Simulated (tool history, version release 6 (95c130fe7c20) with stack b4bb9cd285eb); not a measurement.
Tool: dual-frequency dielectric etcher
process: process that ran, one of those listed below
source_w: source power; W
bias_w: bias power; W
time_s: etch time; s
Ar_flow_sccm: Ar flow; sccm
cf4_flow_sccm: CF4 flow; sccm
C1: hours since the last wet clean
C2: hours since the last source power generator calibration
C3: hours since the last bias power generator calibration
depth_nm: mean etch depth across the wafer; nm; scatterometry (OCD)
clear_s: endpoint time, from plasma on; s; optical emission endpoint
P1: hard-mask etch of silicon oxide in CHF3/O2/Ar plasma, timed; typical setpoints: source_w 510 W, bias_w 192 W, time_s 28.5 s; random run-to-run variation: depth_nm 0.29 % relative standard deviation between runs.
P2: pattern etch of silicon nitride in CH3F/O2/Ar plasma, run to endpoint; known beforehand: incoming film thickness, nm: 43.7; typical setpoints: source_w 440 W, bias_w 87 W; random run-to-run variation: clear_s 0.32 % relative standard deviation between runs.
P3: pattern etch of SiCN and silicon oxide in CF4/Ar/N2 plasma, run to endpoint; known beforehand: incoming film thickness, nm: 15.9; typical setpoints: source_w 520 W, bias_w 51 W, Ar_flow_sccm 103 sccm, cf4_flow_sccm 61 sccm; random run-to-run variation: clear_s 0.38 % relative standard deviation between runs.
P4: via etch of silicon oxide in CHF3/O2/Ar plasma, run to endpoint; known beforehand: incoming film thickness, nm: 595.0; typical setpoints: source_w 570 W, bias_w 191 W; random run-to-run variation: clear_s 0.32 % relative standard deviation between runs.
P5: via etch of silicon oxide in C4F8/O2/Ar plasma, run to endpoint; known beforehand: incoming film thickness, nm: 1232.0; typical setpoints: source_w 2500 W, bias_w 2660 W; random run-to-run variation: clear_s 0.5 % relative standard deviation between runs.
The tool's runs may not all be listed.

Run 1, hour 10.4: process P1, source_w 510 W, bias_w 192 W, time_s 28.5 s; C1 326.5; C2 1250.7; C3 2269.9. Result: depth_nm 52.987 nm.
Run 2, hour 21.3: process P1, source_w 510 W, bias_w 192 W, time_s 20.0 s; C1 337.4; C2 1261.6; C3 2280.8. Result: depth_nm 37.510 nm.
Run 3, hour 37.1: process P1, source_w 510 W, bias_w 155 W, time_s 28.5 s; C1 353.2; C2 1277.4; C3 2296.6. Result: depth_nm 49.728 nm.
Run 4, hour 48.9: process P4, source_w 570 W, bias_w 231 W; C1 365.0; C2 1289.2; C3 2308.4. Result: clear_s 281.510 s.
Run 5, hour 60.6: process P4, source_w 790 W, bias_w 191 W; C1 376.7; C2 1300.9; C3 2320.1. Result: clear_s 264.610 s.
Run 6, hour 68.5: process P3, source_w 520 W, bias_w 51 W, Ar_flow_sccm 103 sccm, cf4_flow_sccm 61 sccm; C1 384.6; C2 1308.8; C3 2328.0. Result: clear_s 18.249 s.
Run 7, hour 84.6: process P4, source_w 570 W, bias_w 191 W; C1 400.7; C2 1324.9; C3 2344.1. Result: clear_s 299.790 s.
Run 8, hour 98.0: process P3, source_w 520 W, bias_w 51 W, Ar_flow_sccm 103 sccm, cf4_flow_sccm 86 sccm; C1 414.1; C2 1338.3; C3 2357.5. Result: clear_s 17.211 s.
Run 9, hour 108.2: process P2, source_w 440 W, bias_w 87 W; C1 424.3; C2 1348.5; C3 2367.7. Result: clear_s 57.334 s.
Run 10, hour 125.0: process P1, source_w 510 W, bias_w 192 W, time_s 28.5 s; C1 441.1; C2 1365.3; C3 2384.5. Result: depth_nm 53.207 nm.
Run 11, hour 137.2: process P1, source_w 510 W, bias_w 269 W, time_s 28.5 s; C1 453.3; C2 1377.5; C3 2396.7. Result: depth_nm 60.121 nm.
Run 12, hour 146.9: process P1, source_w 510 W, bias_w 192 W, time_s 40.5 s; C1 463.0; C2 1387.2; C3 2406.4. Result: depth_nm 75.432 nm.
Run 13, hour 157.7: process P5, source_w 2500 W, bias_w 2660 W; C1 473.8; C2 1398.0; C3 2417.2. Result: clear_s 207.180 s.
Run 14, hour 171.3: process P1, source_w 510 W, bias_w 192 W, time_s 28.5 s; C1 487.4; C2 1411.6; C3 2430.8. Result: depth_nm 53.173 nm.
Run 15, hour 187.0: process P1, source_w 640 W, bias_w 192 W, time_s 28.5 s; C1 503.1; C2 1427.3; C3 2446.5. Result: depth_nm 58.109 nm.
Run 16, hour 196.1: process P3, source_w 520 W, bias_w 41 W, Ar_flow_sccm 103 sccm, cf4_flow_sccm 61 sccm; C1 512.2; C2 1436.4; C3 2455.6. Result: clear_s 19.447 s.
Run 17, hour 207.6: process P5, source_w 2500 W, bias_w 1682 W; C1 523.7; C2 1447.9; C3 2467.1. Result: clear_s 234.860 s.
Run 18, hour 215.3: process P1, source_w 360 W, bias_w 158 W, time_s 28.5 s; C1 531.4; C2 1455.6; C3 2474.8. Result: depth_nm 43.543 nm.
Run 19, hour 225.2: process P1, source_w 510 W, bias_w 192 W, time_s 28.5 s; C1 541.3; C2 1465.5; C3 2484.7. Result: depth_nm 53.314 nm.
Run 20, hour 237.0: process P2, source_w 560 W, bias_w 87 W; C1 553.1; C2 1477.3; C3 2496.5. Result: clear_s 52.516 s.
Run 21, hour 249.4: process P1, source_w 510 W, bias_w 192 W, time_s 28.5 s; C1 565.5; C2 1489.7; C3 2508.9. Result: depth_nm 53.263 nm.
Run 22, hour 264.2: process P1, source_w 340 W, bias_w 192 W, time_s 28.5 s; C1 580.3; C2 1504.5; C3 2523.7. Result: depth_nm 45.467 nm.
Run 23, hour 275.2: process P3, source_w 400 W, bias_w 51 W, Ar_flow_sccm 103 sccm, cf4_flow_sccm 61 sccm; C1 591.3; C2 1515.5; C3 2534.7. Result: clear_s 23.074 s.
Run 24, hour 285.5: process P5, source_w 1470 W, bias_w 2660 W; C1 601.6; C2 1525.8; C3 2545.0. Result: clear_s 254.110 s.
Run 25, hour 293.5: process P3, source_w 520 W, bias_w 51 W, Ar_flow_sccm 103 sccm, cf4_flow_sccm 61 sccm; C1 609.6; C2 1533.8; C3 2553.0. Result: clear_s 18.162 s.
Run 26, hour 304.0: process P2, source_w 440 W, bias_w 112 W; C1 620.1; C2 1544.3; C3 2563.5. Result: clear_s 52.367 s.
Run 27, hour 312.3: process P4, source_w 570 W, bias_w 191 W; C1 628.4; C2 1552.6; C3 2571.8. Result: clear_s 299.320 s.
Run 28, hour 322.2: process P2, source_w 440 W, bias_w 87 W; C1 638.3; C2 1562.5; C3 2581.7. Result: clear_s 57.152 s.
Run 29, hour 335.4: process P3, source_w 520 W, bias_w 51 W, Ar_flow_sccm 142 sccm, cf4_flow_sccm 61 sccm; C1 651.5; C2 1575.7; C3 2594.9. Result: clear_s 19.223 s.
Run 30, hour 344.9: process P1, source_w 510 W, bias_w 192 W, time_s 28.5 s; C1 661.0; C2 1585.2; C3 2604.4. Result: depth_nm 53.006 nm.
Run 31, hour 358.6: process P1, source_w 510 W, bias_w 192 W, time_s 28.5 s; C1 674.7; C2 1598.9; C3 2618.1. Result: depth_nm 53.091 nm.
Run 32, hour 373.2: process P1, source_w 510 W, bias_w 192 W, time_s 28.5 s; C1 689.3; C2 1613.5; C3 2632.7. Result: depth_nm 53.693 nm.
Run 33, hour 387.9: process P1, source_w 510 W, bias_w 192 W, time_s 28.5 s; C1 704.0; C2 1628.2; C3 2647.4. Result: depth_nm 53.757 nm.
Run 34, hour 402.9: process P1, source_w 510 W, bias_w 192 W, time_s 28.5 s; C1 719.0; C2 1643.2; C3 2662.4. Result: depth_nm 53.959 nm.
Run 35, hour 419.0: process P1, source_w 510 W, bias_w 192 W, time_s 28.5 s; C1 735.1; C2 1659.3; C3 2678.5. Result: depth_nm 54.037 nm.
At hour 430.6: wet clean of the chamber.
Run 36, hour 435.3: process P1, source_w 510 W, bias_w 192 W, time_s 28.5 s; C1 4.7; C2 1675.6; C3 2694.8. Result: depth_nm 53.831 nm.
Run 37, hour 449.9: process P1, source_w 510 W, bias_w 192 W, time_s 28.5 s; C1 19.3; C2 1690.2; C3 2709.4. Result: depth_nm 53.634 nm.
Run 38, hour 464.5: process P1, source_w 510 W, bias_w 192 W, time_s 28.5 s; C1 33.9; C2 1704.8; C3 2724.0. Result: depth_nm 53.986 nm.
Run 39, hour 474.8: process P1, source_w 510 W, bias_w 192 W, time_s 28.5 s; C1 44.2; C2 1715.1; C3 2734.3. Result: depth_nm 53.855 nm.
Run 40, hour 488.0: process P1, source_w 510 W, bias_w 192 W, time_s 28.5 s; C1 57.4; C2 1728.3; C3 2747.5. Result: depth_nm 54.135 nm.
Run 41, hour 502.5: process P1, source_w 510 W, bias_w 192 W, time_s 28.5 s; C1 71.9; C2 1742.8; C3 2762.0. Result: depth_nm 53.956 nm.

Something has made what P1 gives creep away from where it was; the 2 causes below, each at its own stated size, fit the log equally well:
A: source power that arrives over what is set, % = 3.89
B: bias power that arrives over what is set, % = 4.28
The creep began at about hour 344.9.
Other possible causes, and why each is ruled out:
chamber walls in a state that raises the etch rate, %: serviced at hour 430.6, after the change had begun; the process did not return to its earlier output

4 check runs are offered, each on 2 wafers whose results are averaged, their results left as question marks. Which one tells the causes apart?
Run check 1, hour 517.0: process P4, source_w 790 W, bias_w 191 W. Result: clear_s ?.
Run check 2, hour 517.0: process P5, source_w 1570 W, bias_w 1682 W. Result: clear_s ?.
Run check 3, hour 517.0: process P3, source_w 520 W, bias_w 51 W, Ar_flow_sccm 103 sccm, cf4_flow_sccm 72 sccm. Result: clear_s ?.
Run check 4, hour 517.0: process P2, source_w 540 W, bias_w 87 W. Result: clear_s ?.

What every check run would give for each of its results, assuming each possible cause in turn:
  check   result     if A     if B
check 1  clear_s  260.640  260.800
check 2  clear_s  279.310  280.290
check 3  clear_s   17.083   17.448
check 4  clear_s   52.356   52.341
Separation of the two closest causes in each check, using whichever result separates them best: check 1 0.06 %; check 2 0.35 %; check 3 2.11 %; check 4 0.03 %
Check 3 is the one run that separates the causes; every other check would come out nearly the same whichever cause is at work.

Then check 3 was run and gave: clear_s 17.445 s. Which cause is it?

The cause is B: bias power that arrives over what is set, %.
